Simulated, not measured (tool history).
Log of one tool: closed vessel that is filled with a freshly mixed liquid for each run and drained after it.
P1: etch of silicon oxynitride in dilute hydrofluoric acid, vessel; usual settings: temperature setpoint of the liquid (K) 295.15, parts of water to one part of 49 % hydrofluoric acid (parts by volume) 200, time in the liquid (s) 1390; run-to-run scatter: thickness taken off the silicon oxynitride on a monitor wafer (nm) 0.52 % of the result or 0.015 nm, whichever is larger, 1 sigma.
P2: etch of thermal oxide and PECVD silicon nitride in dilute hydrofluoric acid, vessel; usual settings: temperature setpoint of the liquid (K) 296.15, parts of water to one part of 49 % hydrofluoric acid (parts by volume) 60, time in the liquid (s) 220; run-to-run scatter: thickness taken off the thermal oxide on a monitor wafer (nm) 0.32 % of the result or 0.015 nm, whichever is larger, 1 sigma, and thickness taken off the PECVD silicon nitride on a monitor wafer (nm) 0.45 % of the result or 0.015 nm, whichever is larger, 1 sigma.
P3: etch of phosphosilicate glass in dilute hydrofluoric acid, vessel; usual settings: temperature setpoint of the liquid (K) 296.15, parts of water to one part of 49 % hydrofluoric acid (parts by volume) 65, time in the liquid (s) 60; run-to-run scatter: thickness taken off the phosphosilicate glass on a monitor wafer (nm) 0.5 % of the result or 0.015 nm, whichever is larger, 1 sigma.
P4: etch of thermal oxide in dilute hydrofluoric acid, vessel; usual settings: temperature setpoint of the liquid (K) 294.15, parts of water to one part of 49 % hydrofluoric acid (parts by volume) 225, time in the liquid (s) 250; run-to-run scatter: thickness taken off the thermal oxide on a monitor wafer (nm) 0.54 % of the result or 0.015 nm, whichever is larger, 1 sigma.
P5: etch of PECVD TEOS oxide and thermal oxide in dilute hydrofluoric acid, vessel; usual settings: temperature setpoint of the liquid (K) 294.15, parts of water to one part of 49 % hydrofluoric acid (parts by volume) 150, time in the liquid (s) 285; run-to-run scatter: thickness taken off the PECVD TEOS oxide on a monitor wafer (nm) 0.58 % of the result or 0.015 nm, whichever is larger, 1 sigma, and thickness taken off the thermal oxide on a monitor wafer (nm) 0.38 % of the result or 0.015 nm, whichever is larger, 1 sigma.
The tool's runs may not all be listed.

run,hour,process that ran,temperature setpoint of the liquid (K),parts of water to one part of 49 % hydrofluoric acid (parts by volume),time in the liquid (s),thickness taken off the silicon oxynitride on a monitor wafer (nm),thickness taken off the phosphosilicate glass on a monitor wafer (nm),thickness taken off the PECVD TEOS oxide on a monitor wafer (nm),thickness taken off the thermal oxide on a monitor wafer (nm),thickness taken off the PECVD silicon nitride on a monitor wafer (nm)
1,6.7,P1,295.15,200,1390,11.9920,,,,
2,18.4,P3,302.15,65,60,,70.470,,,
3,29.0,P1,290.15,200,1390,9.4235,,,,
4,42.2,P1,295.15,200,2290,19.6550,,,,
5,51.2,P1,295.15,200,1390,11.9810,,,,
6,57.4,P3,296.15,35,60,,107.730,,,
7,69.7,P1,295.15,200,1390,12.0540,,,,
8,79.7,P5,294.15,150,285,,,19.8480,7.3459,
9,86.9,P1,295.15,200,1390,11.9510,,,,
10,99.6,P3,296.15,65,60,,55.513,,,
11,109.6,P4,297.65,225,250,,,,4.6376,
12,121.0,P1,295.15,95,1390,27.5320,,,,
13,131.4,P2,296.15,60,45,,,,3.6725,1.3725
14,143.2,P1,299.65,200,1390,14.7060,,,,
15,155.3,P5,294.15,150,115,,,8.0606,2.9361,
16,168.6,P4,294.15,225,405,,,,6.6874,
17,181.0,P3,296.15,65,30,,27.864,,,
18,190.9,P5,294.15,35,285,,,96.0430,35.7520,
19,203.9,P2,296.15,60,220,,,,17.8750,6.8156
20,212.1,P1,295.15,105,2490,43.7610,,,,
21,222.8,P1,295.15,290,1390,7.8593,,,,
22,235.3,P2,299.65,60,220,,,,20.7300,8.5909
23,247.8,P1,295.15,200,675,5.8377,,,,
24,254.0,P4,294.15,40,250,,,,28.3170,
25,268.0,P5,299.65,150,285,,,24.5080,9.0276,
26,281.1,P2,296.15,110,220,,,,9.1857,3.7660
27,295.1,P4,294.15,225,250,,,,4.1236,
28,301.4,P3,296.15,65,60,,55.386,,,
29,308.4,P1,295.15,200,1390,11.8840,,,,
30,317.7,P1,295.15,200,1390,12.6500,,,,

The next listed run, before its measurement:
31,325.1,P1,295.15,200,1390,?,,,,

{"run 31": {"thickness taken off the silicon oxynitride on a monitor wafer (nm)": 12.785}}
